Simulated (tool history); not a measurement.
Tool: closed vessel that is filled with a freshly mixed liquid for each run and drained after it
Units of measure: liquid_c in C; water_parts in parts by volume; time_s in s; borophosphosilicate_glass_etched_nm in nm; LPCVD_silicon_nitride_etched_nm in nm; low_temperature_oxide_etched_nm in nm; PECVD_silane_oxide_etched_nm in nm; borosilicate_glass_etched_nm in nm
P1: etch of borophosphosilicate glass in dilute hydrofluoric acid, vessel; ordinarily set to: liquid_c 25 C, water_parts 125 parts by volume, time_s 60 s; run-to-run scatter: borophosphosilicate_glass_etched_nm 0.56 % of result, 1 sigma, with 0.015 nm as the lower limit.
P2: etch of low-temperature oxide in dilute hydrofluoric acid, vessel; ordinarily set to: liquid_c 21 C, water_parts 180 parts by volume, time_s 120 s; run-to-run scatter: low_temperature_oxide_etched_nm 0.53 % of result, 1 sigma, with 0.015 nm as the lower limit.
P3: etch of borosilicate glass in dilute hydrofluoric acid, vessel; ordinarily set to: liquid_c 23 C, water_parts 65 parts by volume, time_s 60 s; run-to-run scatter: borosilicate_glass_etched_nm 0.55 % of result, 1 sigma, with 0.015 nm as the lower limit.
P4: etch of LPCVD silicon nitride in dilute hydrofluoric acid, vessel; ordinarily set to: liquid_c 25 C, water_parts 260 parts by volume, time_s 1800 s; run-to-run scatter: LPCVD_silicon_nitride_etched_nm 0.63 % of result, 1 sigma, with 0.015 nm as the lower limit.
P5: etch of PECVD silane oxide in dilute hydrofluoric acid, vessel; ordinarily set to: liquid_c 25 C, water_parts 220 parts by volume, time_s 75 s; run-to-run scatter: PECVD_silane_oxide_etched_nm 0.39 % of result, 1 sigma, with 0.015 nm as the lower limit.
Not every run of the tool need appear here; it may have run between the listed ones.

run,hour,process,liquid_c,water_parts,time_s,hours since the thermometer was replaced,hours since the hydrofluoric acid flow meter was replaced,borophosphosilicate_glass_etched_nm,LPCVD_silicon_nitride_etched_nm,low_temperature_oxide_etched_nm,PECVD_silane_oxide_etched_nm,borosilicate_glass_etched_nm
1,5.6,P1,25,125,60,1430.2,197.2,25.015,,,,
2,12.7,P1,25,125,60,1437.3,204.3,24.634,,,,
3,18.5,P4,25,260,3060,1443.1,210.1,,6.7036,,,
4,24.9,P1,25,125,60,1449.5,216.5,25.238,,,,
5,28.6,P2,21,280,120,1453.2,220.2,,,8.2901,,
6,34.9,P5,25,390,75,1459.5,226.5,,,,3.1133,
7,39,P4,31,260,1800,1463.6,230.6,,5.6078,,,
8,43.5,P2,21,180,120,1468.1,235.1,,,14.286,,
9,47.8,P3,17.5,65,60,1472.4,239.4,,,,,24.003
10,52,P2,21,180,65,1476.6,243.6,,,7.6792,,
11,56.2,P1,25,60,35,1480.8,247.8,33.284,,,,
12,61.2,P1,25,125,115,1485.8,252.8,47.957,,,,
13,68.1,P1,25,70,30,1492.7,259.7,23.893,,,,
14,74.2,P4,25,260,1800,1498.8,265.8,,3.9351,,,
15,80.7,P5,18,220,75,1505.3,272.3,,,,5.0876,
16,86.6,P1,25,180,60,1511.2,278.2,16.204,,,,
17,93.8,P2,17,180,120,1518.4,285.4,,,12.229,,
18,100.1,P3,23,65,60,1524.7,291.7,,,,,30.551
19,108.4,P2,21,180,120,1533,300,,,14.223,,
20,116.3,P1,25,125,30,1540.9,307.9,12.571,,,,
21,122.9,P1,25,125,60,1547.5,314.5,24.872,,,,
22,129.4,P3,23,20,60,1554,321,,,,,104.59
23,134.9,P4,25,50,1800,1559.5,326.5,,20.202,,,
24,143.2,P1,25,125,60,1567.8,334.8,24.949,,,,
25,147.2,P1,25,75,60,1571.8,338.8,44.222,,,,
26,151.8,P5,25,220,75,1576.4,343.4,,,,6.6264,
27,159.3,P1,25,55,110,1583.9,350.9,114.3,,,,
28,165.8,P5,25,220,145,1590.4,357.4,,,,12.736,
29,173,P1,17,125,60,1597.6,364.6,18.236,,,,
30,180.5,P1,30.5,125,60,1605.1,372.1,31.017,,,,
31,187.1,P1,25,125,60,1611.7,378.7,24.954,,,,
32,194.6,P3,23,65,60,1619.2,386.2,,,,,30.301
33,198.4,P3,23,65,30,1623,390,,,,,15.074
34,202.4,P1,25,125,60,1627,394,25.03,,,,
35,207.6,P1,25,125,60,1632.2,399.2,24.113,,,,
36,215.2,P1,25,125,60,1639.8,406.8,23.691,,,,
37,220.7,P1,25,125,60,1645.3,412.3,23.515,,,,
38,226.8,P1,25,125,60,1651.4,418.4,23.3,,,,
39,231.8,P1,25,125,60,1656.4,423.4,23.461,,,,
40,236.7,P1,25,125,60,1661.3,428.3,23.249,,,,
41,242.9,P1,25,125,60,1667.5,434.5,23.148,,,,
42,246.6,P1,25,125,60,1671.2,438.2,22.728,,,,
43,253.2,P1,25,125,60,1677.8,444.8,23.097,,,,

Something has made what P1 gives creep away from where it was; the 2 causes below, each at its own stated size, fit the log equally well:
A: liquid colder than its thermometer reads (K) = 2.09
B: hydrofluoric acid flow below the setpoint (%) = 6.77
Creep in the process output first set in at about hour 202.4.

Below are 4 check runs, each on a single wafer, with their results shown as question marks. Which of them would tell the listed causes apart, meaning the causes would give clearly different results under it?
check 1,259.8,P5,25,220,75,,,,,,?,
check 2,259.8,P2,21,180,120,,,,,?,,
check 3,259.8,P3,23,65,60,,,,,,,?
check 4,259.8,P4,25,260,1800,,,,?,,,

Check results expected under each cause:
check,result,if A,if B
check 1,PECVD_silane_oxide_etched_nm,6.1301,6.0639
check 2,low_temperature_oxide_etched_nm,13.172,13.149
check 3,borosilicate_glass_etched_nm,27.802,28.093
check 4,LPCVD_silicon_nitride_etched_nm,3.4627,3.675
Distance between the nearest two causes, measured in the result of the check that separates them most: check 1 1.09 %; check 2 0.17 %; check 3 1.04 %; check 4 5.95 %
Check 4 tells the causes apart: in the others they would give nearly the same result.

After running check 4, the following was obtained: LPCVD_silicon_nitride_etched_nm 3.7119 nm. Which cause does this point to?

It was cause B: hydrofluoric acid flow below the setpoint (%).

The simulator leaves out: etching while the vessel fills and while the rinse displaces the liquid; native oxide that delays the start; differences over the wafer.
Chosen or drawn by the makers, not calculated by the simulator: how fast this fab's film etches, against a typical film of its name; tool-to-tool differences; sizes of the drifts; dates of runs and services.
